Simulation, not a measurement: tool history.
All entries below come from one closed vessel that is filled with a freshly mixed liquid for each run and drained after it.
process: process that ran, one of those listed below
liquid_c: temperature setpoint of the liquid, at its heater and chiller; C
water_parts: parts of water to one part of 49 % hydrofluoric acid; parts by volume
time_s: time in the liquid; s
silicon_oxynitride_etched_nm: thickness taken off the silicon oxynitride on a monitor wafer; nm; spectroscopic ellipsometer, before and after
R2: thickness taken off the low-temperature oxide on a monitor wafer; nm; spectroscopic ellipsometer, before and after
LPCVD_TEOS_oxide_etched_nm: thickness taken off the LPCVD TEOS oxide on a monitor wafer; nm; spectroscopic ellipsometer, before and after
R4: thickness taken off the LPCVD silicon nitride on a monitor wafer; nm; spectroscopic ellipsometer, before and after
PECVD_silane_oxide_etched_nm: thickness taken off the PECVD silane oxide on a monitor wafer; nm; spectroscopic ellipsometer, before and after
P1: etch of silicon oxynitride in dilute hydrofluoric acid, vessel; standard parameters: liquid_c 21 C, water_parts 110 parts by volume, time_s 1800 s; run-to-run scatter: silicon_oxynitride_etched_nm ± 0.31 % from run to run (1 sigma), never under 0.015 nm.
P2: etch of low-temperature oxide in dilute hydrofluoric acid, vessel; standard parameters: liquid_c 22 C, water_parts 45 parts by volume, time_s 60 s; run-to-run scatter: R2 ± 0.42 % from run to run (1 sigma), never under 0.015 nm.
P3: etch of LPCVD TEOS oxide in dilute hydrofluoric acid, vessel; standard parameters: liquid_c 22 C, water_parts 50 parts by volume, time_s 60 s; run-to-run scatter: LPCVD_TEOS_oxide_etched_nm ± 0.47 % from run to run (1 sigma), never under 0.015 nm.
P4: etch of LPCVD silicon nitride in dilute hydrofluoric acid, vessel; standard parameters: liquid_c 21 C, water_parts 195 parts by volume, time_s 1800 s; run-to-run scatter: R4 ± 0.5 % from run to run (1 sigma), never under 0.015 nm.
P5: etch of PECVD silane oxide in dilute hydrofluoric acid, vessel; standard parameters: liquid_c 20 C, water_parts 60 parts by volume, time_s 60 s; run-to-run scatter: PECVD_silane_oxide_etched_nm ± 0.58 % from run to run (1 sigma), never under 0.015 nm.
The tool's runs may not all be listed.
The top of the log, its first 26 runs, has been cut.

{"run": 27, "hour": 112.7, "process": "P5", "liquid_c": 20, "water_parts": 60, "time_s": 60, "PECVD_silane_oxide_etched_nm": 43.859}
{"run": 28, "hour": 116.2, "process": "P3", "liquid_c": 22, "water_parts": 50, "time_s": 110, "LPCVD_TEOS_oxide_etched_nm": 118.68}
{"run": 29, "hour": 121.4, "process": "P4", "liquid_c": 17, "water_parts": 195, "time_s": 1800, "R4": 3.1999}
{"run": 30, "hour": 125.7, "process": "P2", "liquid_c": 17, "water_parts": 45, "time_s": 60, "R2": 16.125}
{"run": 31, "hour": 128.5, "process": "P1", "liquid_c": 17, "water_parts": 110, "time_s": 795, "silicon_oxynitride_etched_nm": 12.888}
{"run": 32, "hour": 132.5, "process": "P1", "liquid_c": 21, "water_parts": 110, "time_s": 1800, "silicon_oxynitride_etched_nm": 35.568}
{"run": 33, "hour": 135.1, "process": "P1", "liquid_c": 21, "water_parts": 110, "time_s": 1800, "silicon_oxynitride_etched_nm": 35.359}
{"run": 34, "hour": 140.0, "process": "P1", "liquid_c": 21, "water_parts": 110, "time_s": 1800, "silicon_oxynitride_etched_nm": 35.451}
{"run": 35, "hour": 145.5, "process": "P1", "liquid_c": 21, "water_parts": 110, "time_s": 1800, "silicon_oxynitride_etched_nm": 36.604}
{"run": 36, "hour": 148.9, "process": "P1", "liquid_c": 21, "water_parts": 110, "time_s": 1800, "silicon_oxynitride_etched_nm": 36.915}
{"run": 37, "hour": 153.6, "process": "P1", "liquid_c": 21, "water_parts": 110, "time_s": 1800, "silicon_oxynitride_etched_nm": 37.574}
{"run": 38, "hour": 157.9, "process": "P1", "liquid_c": 21, "water_parts": 110, "time_s": 1800, "silicon_oxynitride_etched_nm": 37.931}

What will run 39 give?
{"run": 39, "hour": 161.6, "process": "P1", "liquid_c": 21, "water_parts": 110, "time_s": 1800, "silicon_oxynitride_etched_nm": "?"}

{"run 39": {"silicon_oxynitride_etched_nm": 38.197}}
